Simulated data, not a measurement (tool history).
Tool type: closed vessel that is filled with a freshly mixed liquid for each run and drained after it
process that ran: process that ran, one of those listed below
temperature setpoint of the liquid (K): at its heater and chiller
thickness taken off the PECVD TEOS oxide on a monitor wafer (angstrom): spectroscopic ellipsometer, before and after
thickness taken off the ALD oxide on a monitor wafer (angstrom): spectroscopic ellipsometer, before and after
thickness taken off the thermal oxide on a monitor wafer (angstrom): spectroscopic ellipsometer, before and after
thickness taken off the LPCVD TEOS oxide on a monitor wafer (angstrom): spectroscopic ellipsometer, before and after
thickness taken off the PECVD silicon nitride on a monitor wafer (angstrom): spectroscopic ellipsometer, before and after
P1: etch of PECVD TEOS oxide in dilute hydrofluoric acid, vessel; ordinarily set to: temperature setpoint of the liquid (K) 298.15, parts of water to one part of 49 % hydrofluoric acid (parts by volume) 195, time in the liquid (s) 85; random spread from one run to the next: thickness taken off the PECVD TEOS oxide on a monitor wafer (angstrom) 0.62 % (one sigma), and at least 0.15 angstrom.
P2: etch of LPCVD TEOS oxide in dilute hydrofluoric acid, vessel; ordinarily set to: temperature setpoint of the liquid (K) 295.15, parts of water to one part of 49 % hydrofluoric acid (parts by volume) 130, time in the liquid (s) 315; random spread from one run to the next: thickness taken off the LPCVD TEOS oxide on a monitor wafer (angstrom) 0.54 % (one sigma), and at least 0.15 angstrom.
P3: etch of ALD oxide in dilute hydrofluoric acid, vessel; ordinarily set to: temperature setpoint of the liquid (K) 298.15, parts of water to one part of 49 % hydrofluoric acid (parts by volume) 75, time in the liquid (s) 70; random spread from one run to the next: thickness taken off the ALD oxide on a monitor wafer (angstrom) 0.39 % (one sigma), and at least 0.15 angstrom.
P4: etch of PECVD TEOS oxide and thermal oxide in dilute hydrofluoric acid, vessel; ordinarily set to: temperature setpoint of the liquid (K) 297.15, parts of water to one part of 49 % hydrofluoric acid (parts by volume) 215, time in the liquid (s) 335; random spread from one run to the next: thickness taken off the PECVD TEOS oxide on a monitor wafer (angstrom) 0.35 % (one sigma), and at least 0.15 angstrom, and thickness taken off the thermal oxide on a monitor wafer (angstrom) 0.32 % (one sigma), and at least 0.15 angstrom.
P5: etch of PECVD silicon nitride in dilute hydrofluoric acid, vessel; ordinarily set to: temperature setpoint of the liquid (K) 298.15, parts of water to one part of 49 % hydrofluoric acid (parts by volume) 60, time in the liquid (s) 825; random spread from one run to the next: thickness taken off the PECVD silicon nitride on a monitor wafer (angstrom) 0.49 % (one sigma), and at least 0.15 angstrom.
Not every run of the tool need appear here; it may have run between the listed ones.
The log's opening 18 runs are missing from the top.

run     day  process that ran  temperature setpoint of the liquid (K)  parts of water to one part of 49 % hydrofluoric acid (parts by volume)  time in the liquid (s)  thickness taken off the PECVD TEOS oxide on a monitor wafer (angstrom)  thickness taken off the ALD oxide on a monitor wafer (angstrom)  thickness taken off the thermal oxide on a monitor wafer (angstrom)  thickness taken off the LPCVD TEOS oxide on a monitor wafer (angstrom)  thickness taken off the PECVD silicon nitride on a monitor wafer (angstrom)
 19   9.579                P1                                  293.65                                                                     195                      85                                                                  37.446
 20  10.154                P5                                  304.15                                                                      60                     825                                                                                                                                                                                                                                                                                                                                                             500.06
 21  10.788                P1                                  298.15                                                                     340                      30                                                                  7.5446
 22  11.375                P1                                  298.15                                                                     195                      85                                                                  44.542
 23      12                P1                                  298.15                                                                     195                      85                                                                   44.37
 24  12.512                P1                                  298.15                                                                     195                      85                                                                  44.642
 25  12.962                P3                                  306.15                                                                      75                      70                                                                                                                                   133.27
 26    13.3                P3                                  298.15                                                                     135                      70                                                                                                                                   50.316
 27  13.646                P2                                  299.65                                                                     130                     315                                                                                                                                                                                                                                                                                518.25
 28  13.983                P2                                  295.15                                                                     205                     315                                                                                                                                                                                                                                                                                256.54
 29  14.329                P1                                  298.15                                                                     345                      85                                                                  21.191
 30  14.662                P1                                  298.15                                                                     195                     140                                                                   73.01
 31  15.062                P2                                  295.15                                                                     130                      30                                                                                                                                                                                                                                                                                41.861
 32  15.529                P1                                  298.15                                                                     285                     145                                                                  46.801
 33  16.075                P1                                  298.15                                                                     195                      85                                                                  44.018
 34  16.562                P1                                  298.15                                                                     195                      85                                                                  44.337
 35  17.138                P1                                  298.15                                                                     195                      85                                                                  45.959
 36  17.529                P1                                  298.15                                                                     195                      85                                                                  46.377
 37  17.942                P1                                  298.15                                                                     195                      85                                                                   47.19
 38  18.367                P1                                  298.15                                                                     195                      85                                                                  47.043
 39  18.846                P1                                  298.15                                                                     195                      85                                                                   47.08

Expected results for the next run?
 40  19.321                P1                                  298.15                                                                     195                      85                                                                       ?

{"run 40": {"thickness taken off the PECVD TEOS oxide on a monitor wafer (angstrom)": 48.114}}
